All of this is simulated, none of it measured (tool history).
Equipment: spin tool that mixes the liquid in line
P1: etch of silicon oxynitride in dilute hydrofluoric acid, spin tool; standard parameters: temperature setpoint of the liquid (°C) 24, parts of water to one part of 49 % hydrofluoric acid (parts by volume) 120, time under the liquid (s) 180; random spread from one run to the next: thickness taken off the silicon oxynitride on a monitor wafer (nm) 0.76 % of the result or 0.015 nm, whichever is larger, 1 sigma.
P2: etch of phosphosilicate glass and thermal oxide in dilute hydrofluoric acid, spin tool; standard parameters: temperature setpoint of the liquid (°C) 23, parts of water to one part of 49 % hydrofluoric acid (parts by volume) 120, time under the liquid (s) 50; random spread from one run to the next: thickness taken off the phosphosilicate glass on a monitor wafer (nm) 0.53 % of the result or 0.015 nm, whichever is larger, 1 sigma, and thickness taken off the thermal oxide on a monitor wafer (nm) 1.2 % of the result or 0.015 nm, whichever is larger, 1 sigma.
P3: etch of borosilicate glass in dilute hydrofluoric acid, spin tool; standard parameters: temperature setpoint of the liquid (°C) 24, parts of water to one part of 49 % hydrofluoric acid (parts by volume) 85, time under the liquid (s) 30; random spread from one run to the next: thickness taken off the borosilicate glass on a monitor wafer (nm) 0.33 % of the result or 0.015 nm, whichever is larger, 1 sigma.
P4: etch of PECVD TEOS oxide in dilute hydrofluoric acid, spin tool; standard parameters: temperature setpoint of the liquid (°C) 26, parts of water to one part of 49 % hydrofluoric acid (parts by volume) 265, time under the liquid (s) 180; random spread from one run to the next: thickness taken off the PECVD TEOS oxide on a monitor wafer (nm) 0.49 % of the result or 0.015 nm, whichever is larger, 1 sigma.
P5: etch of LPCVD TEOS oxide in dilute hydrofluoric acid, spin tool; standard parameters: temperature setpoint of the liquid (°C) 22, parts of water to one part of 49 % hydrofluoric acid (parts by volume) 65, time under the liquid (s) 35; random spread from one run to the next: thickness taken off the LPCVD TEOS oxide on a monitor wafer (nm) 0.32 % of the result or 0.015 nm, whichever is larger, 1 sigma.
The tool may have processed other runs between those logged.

run	hour	process that ran	temperature setpoint of the liquid (°C)	parts of water to one part of 49 % hydrofluoric acid (parts by volume)	time under the liquid (s)	hours since the thermometer was replaced	hours since the hydrofluoric acid flow meter was replaced	thickness taken off the silicon oxynitride on a monitor wafer (nm)	thickness taken off the PECVD TEOS oxide on a monitor wafer (nm)	thickness taken off the LPCVD TEOS oxide on a monitor wafer (nm)	thickness taken off the borosilicate glass on a monitor wafer (nm)	thickness taken off the phosphosilicate glass on a monitor wafer (nm)	thickness taken off the thermal oxide on a monitor wafer (nm)
1	4.5	P1	24	120	180	1286.1	736.5	2.7749					
2	8.6	P4	19	265	180	1290.2	740.6		4.2437				
3	15.6	P5	22	65	65	1297.2	747.6			20.726			
4	19.5	P1	17.5	120	180	1301.1	751.5	2.0772					
5	23.5	P3	24	20	30	1305.1	755.5				49.764		
6	28.3	P2	23	120	75	1309.9	760.3					85.992	3.1367
7	32.4	P5	17	65	35	1314	764.4			9.0183			
8	36.2	P5	22	65	35	1317.8	768.2			11.175			
9	41.6	P3	24	85	30	1323.2	773.6				10.806		
10	46.6	P1	24	120	180	1328.2	778.6	2.7932					
11	52.7	P1	24	120	100	1334.3	784.7	1.5532					
12	59.7	P2	27	120	50	1341.3	791.7					67.361	2.373
13	64.1	P3	24	85	30	1345.7	796.1				10.704		
14	68.2	P5	22	95	35	1349.8	800.2			7.3111			
15	72.3	P2	23	120	50	1353.9	804.3					57.403	2.0336
16	79.6	P1	24	120	180	1361.2	811.6	2.8144					
17	83.1	P1	24	120	180	1364.7	815.1	2.7861					
18	90.3	P4	26	265	180	1371.9	822.3		5.3741				
19	95.7	P1	31	120	180	1377.3	827.7	3.8329					
20	99	P1	29.5	120	325	1380.6	831	6.5804					
21	104.8	P1	24	120	275	1386.4	836.8	4.3128					
# hour 109.6: thermometer replaced
22	110.4	P4	26	265	80	0.8	842.4		2.4353				
23	117.6	P1	24	185	180	8	849.6	1.7298					
24	124.7	P4	26	265	180	15.1	856.7		5.3592				
25	129	P3	17	85	30	19.4	861				8.0136		
26	134.5	P2	23	55	50	24.9	866.5					135.09	4.8162
27	138.3	P1	24	60	180	28.7	870.3	5.8394					
28	141.8	P5	22	65	35	32.2	873.8			11.127			
29	145.3	P4	26	410	180	35.7	877.3		3.0358				
30	150.5	P3	24	85	15	40.9	882.5				5.3722		
31	153.9	P1	24	120	180	44.3	885.9	2.824					
32	159.6	P1	24	120	180	50	891.6	2.7124					
33	164.4	P1	24	120	180	54.8	896.4	2.7107					
34	171	P1	24	120	180	61.4	903	2.6797					
35	175.6	P1	24	120	180	66	907.6	2.5872					
36	178.7	P1	24	120	180	69.1	910.7	2.6445					
37	183.8	P1	24	120	180	74.2	915.8	2.6033					
38	187.7	P1	24	120	180	78.1	919.7	2.6535					
39	191.9	P1	24	120	180	82.3	923.9	2.5791					
40	197.2	P1	24	120	180	87.6	929.2	2.6367					
41	203.8	P1	24	120	180	94.2	935.8	2.6323					
42	208.7	P1	24	120	180	99.1	940.7	2.5654					

What P1 gives has crept away from where it was. These 2 causes fit the log equally well, each at the size given:
A: liquid colder than its thermometer reads (K) = 1.78
B: hydrofluoric acid flow below the setpoint (%) = 7.3
The onset of the drift is placed at about hour 153.9.

4 check runs are offered, each on 2 wafers whose results are averaged, their results left as question marks. Which one tells the causes apart?
check 1	213.6	P2	23	60	50							?	?
check 2	213.6	P3	20.5	20	30						?		
check 3	213.6	P4	26	265	115				?				
check 4	213.6	P5	17	65	35					?			

Check results expected under each cause:
check	result	if A	if B
check 1	thickness taken off the phosphosilicate glass on a monitor wafer (nm)	114.41	113.5
check 1	thickness taken off the thermal oxide on a monitor wafer (nm)	4.1532	4.1205
check 2	thickness taken off the borosilicate glass on a monitor wafer (nm)	39.619	39.621
check 3	thickness taken off the PECVD TEOS oxide on a monitor wafer (nm)	3.2521	3.1397
check 4	thickness taken off the LPCVD TEOS oxide on a monitor wafer (nm)	8.3494	8.3147
Separation of the two closest causes in each check, using whichever result separates them best: check 1 0.79 %; check 2 0.01 %; check 3 3.52 %; check 4 0.42 %
Of the check runs offered, only check 3 discriminates between the causes; the rest would read about the same regardless of which cause applies.

Check 3 was carried out, with these results: thickness taken off the PECVD TEOS oxide on a monitor wafer (nm) 3.1222. Which of the listed causes is responsible?

The cause is B: hydrofluoric acid flow below the setpoint (%).
